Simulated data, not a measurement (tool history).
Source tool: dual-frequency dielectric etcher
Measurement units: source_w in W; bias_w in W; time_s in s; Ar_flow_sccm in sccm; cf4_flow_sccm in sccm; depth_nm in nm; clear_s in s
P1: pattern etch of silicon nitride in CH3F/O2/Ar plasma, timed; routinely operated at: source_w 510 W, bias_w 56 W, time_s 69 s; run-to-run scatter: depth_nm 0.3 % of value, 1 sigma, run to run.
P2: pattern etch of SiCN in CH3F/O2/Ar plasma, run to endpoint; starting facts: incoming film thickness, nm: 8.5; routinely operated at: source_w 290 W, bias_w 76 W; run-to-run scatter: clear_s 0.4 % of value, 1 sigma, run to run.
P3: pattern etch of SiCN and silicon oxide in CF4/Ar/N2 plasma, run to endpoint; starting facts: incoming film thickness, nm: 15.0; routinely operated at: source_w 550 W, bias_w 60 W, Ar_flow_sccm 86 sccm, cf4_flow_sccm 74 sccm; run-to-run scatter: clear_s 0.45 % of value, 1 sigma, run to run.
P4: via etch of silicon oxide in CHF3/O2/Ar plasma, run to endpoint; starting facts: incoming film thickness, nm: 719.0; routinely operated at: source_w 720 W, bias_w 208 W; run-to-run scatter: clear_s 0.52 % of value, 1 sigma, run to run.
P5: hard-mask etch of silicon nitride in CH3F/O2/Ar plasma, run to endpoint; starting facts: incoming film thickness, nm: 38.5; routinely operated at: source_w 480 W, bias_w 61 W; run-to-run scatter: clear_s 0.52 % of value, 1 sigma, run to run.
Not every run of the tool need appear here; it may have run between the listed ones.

| run | hour | process | source_w | bias_w | time_s | Ar_flow_sccm | cf4_flow_sccm | hours since the last wet clean | hours since the last source power generator calibration | hours since the last bias power generator calibration | depth_nm | clear_s |
|---|---|---|---|---|---|---|---|---|---|---|---|---|
| 1 | 5.5 | P1 | 510 | 56 | 69 |  |  | 240.1 | 1908.6 | 828.0 | 48.937 |  |
| 2 | 14.1 | P1 | 510 | 56 | 69 |  |  | 248.7 | 1917.2 | 836.6 | 48.797 |  |
| 3 | 22.9 | P3 | 550 | 60 |  | 106 | 74 | 257.5 | 1926.0 | 845.4 |  | 16.203 |
| 4 | 32.6 | P3 | 550 | 60 |  | 86 | 97 | 267.2 | 1935.7 | 855.1 |  | 15.090 |
| 5 | 39.2 | P1 | 510 | 43 | 69 |  |  | 273.8 | 1942.3 | 861.7 | 44.881 |  |
| 6 | 44.4 | P1 | 510 | 56 | 69 |  |  | 279.0 | 1947.5 | 866.9 | 48.691 |  |
| 7 | 49.3 | P3 | 550 | 60 |  | 86 | 74 | 283.9 | 1952.4 | 871.8 |  | 15.674 |
| 8 | 58.3 | P1 | 510 | 56 | 69 |  |  | 292.9 | 1961.4 | 880.8 | 48.826 |  |
| 9 | 63.1 | P2 | 290 | 47 |  |  |  | 297.7 | 1966.2 | 885.6 |  | 29.501 |
| 10 | 70.4 | P5 | 480 | 61 |  |  |  | 305.0 | 1973.5 | 892.9 |  | 54.594 |
| 11 | 78.0 | P5 | 340 | 61 |  |  |  | 312.6 | 1981.1 | 900.5 |  | 62.198 |
|  | 84.7 | bias power generator calibrated |
| 12 | 85.7 | P5 | 480 | 61 |  |  |  | 320.3 | 1988.8 | 1.1 |  | 55.241 |
| 13 | 91.3 | P1 | 510 | 56 | 69 |  |  | 325.9 | 1994.4 | 6.7 | 48.674 |  |
| 14 | 96.5 | P2 | 290 | 76 |  |  |  | 331.1 | 1999.6 | 11.9 |  | 25.052 |
| 15 | 102.6 | P1 | 660 | 56 | 69 |  |  | 337.2 | 2005.7 | 18.0 | 53.899 |  |
| 16 | 110.4 | P1 | 320 | 56 | 69 |  |  | 345.0 | 2013.5 | 25.8 | 40.784 |  |
| 17 | 118.7 | P1 | 510 | 56 | 97 |  |  | 353.3 | 2021.8 | 34.1 | 68.269 |  |
| 18 | 128.2 | P2 | 290 | 76 |  |  |  | 362.8 | 2031.3 | 43.6 |  | 24.930 |
| 19 | 134.1 | P4 | 720 | 208 |  |  |  | 368.7 | 2037.2 | 49.5 |  | 326.310 |
| 20 | 143.0 | P4 | 460 | 208 |  |  |  | 377.6 | 2046.1 | 58.4 |  | 384.280 |
| 21 | 148.2 | P1 | 510 | 56 | 38 |  |  | 382.8 | 2051.3 | 63.6 | 26.961 |  |
| 22 | 157.6 | P2 | 370 | 76 |  |  |  | 392.2 | 2060.7 | 73.0 |  | 22.916 |
| 23 | 163.6 | P1 | 510 | 77 | 69 |  |  | 398.2 | 2066.7 | 79.0 | 54.419 |  |
|  | 166.9 | source power generator calibrated |
| 24 | 171.5 | P1 | 510 | 56 | 69 |  |  | 406.1 | 4.6 | 86.9 | 49.041 |  |
| 25 | 176.7 | P4 | 720 | 208 |  |  |  | 411.3 | 9.8 | 92.1 |  | 328.510 |
| 26 | 185.0 | P5 | 480 | 85 |  |  |  | 419.6 | 18.1 | 100.4 |  | 48.869 |
| 27 | 194.2 | P1 | 510 | 56 | 69 |  |  | 428.8 | 27.3 | 109.6 | 48.695 |  |
| 28 | 203.7 | P3 | 550 | 40 |  | 86 | 74 | 438.3 | 36.8 | 119.1 |  | 17.572 |
| 29 | 209.7 | P1 | 600 | 44 | 69 |  |  | 444.3 | 42.8 | 125.1 | 48.414 |  |
| 30 | 217.2 | P4 | 720 | 278 |  |  |  | 451.8 | 50.3 | 132.6 |  | 299.060 |
| 31 | 223.9 | P3 | 750 | 60 |  | 86 | 74 | 458.5 | 57.0 | 139.3 |  | 11.888 |
| 32 | 232.7 | P1 | 510 | 56 | 69 |  |  | 467.3 | 65.8 | 148.1 | 48.790 |  |
| 33 | 242.0 | P1 | 510 | 56 | 69 |  |  | 476.6 | 75.1 | 157.4 | 48.522 |  |
| 34 | 247.8 | P1 | 510 | 56 | 69 |  |  | 482.4 | 80.9 | 163.2 | 48.188 |  |
|  | 256.3 | wet clean of the chamber |
| 35 | 256.5 | P1 | 510 | 56 | 69 |  |  | 0.3 | 89.6 | 171.9 | 48.150 |  |
| 36 | 260.7 | P1 | 510 | 56 | 69 |  |  | 4.5 | 93.8 | 176.1 | 48.069 |  |
| 37 | 267.6 | P1 | 510 | 56 | 69 |  |  | 11.4 | 100.7 | 183.0 | 48.043 |  |
| 38 | 273.9 | P1 | 510 | 56 | 69 |  |  | 17.7 | 107.0 | 189.3 | 48.033 |  |
| 39 | 280.3 | P1 | 510 | 56 | 69 |  |  | 24.1 | 113.4 | 195.7 | 48.171 |  |

What P1 gives has crept off from where it sat before. The 2 causes that follow fit the log equally well, each at the size noted:
A: source power that arrives under what is set, % = 3.75
B: bias power that arrives under what is set, % = 4.63
At approximately hour 232.7, the process output began to creep.
Every other cause this tool's parts could produce, and why it does not fit the log:
chamber walls in a state that lowers the etch rate, %: serviced at hour 256.3, after the drift had started, without restoring the earlier output

Which of the check runs below tells the causes apart, meaning the causes would give it clearly different results? Each run uses 3 wafers whose results are averaged, and each result is shown as a question mark.
| check 1 | 286.7 | P3 | 550 | 42 |  | 86 | 74 |  |  |  |  | ? |
| check 2 | 286.7 | P5 | 370 | 71 |  |  |  |  |  |  |  | ? |
| check 3 | 286.7 | P2 | 350 | 61 |  |  |  |  |  |  |  | ? |
| check 4 | 286.7 | P4 | 490 | 276 |  |  |  |  |  |  |  | ? |

Expected result of each check under each candidate cause:
| check | result | if A | if B |
|---|---|---|---|
| check 1 | clear_s | 18.066 | 17.684 |
| check 2 | clear_s | 58.543 | 58.645 |
| check 3 | clear_s | 25.656 | 25.701 |
| check 4 | clear_s | 348.010 | 349.100 |
Minimum pairwise separation of causes per check, each pair taken at its best-separating result: check 1 2.14 %; check 2 0.17 %; check 3 0.18 %; check 4 0.31 %
Of the check runs offered, only check 1 discriminates between the causes; the rest would read about the same regardless of which cause applies.

The results of check 1 are: clear_s 18.026 s. Based on these, which of the listed causes is it?

The cause is A: source power that arrives under what is set, %.

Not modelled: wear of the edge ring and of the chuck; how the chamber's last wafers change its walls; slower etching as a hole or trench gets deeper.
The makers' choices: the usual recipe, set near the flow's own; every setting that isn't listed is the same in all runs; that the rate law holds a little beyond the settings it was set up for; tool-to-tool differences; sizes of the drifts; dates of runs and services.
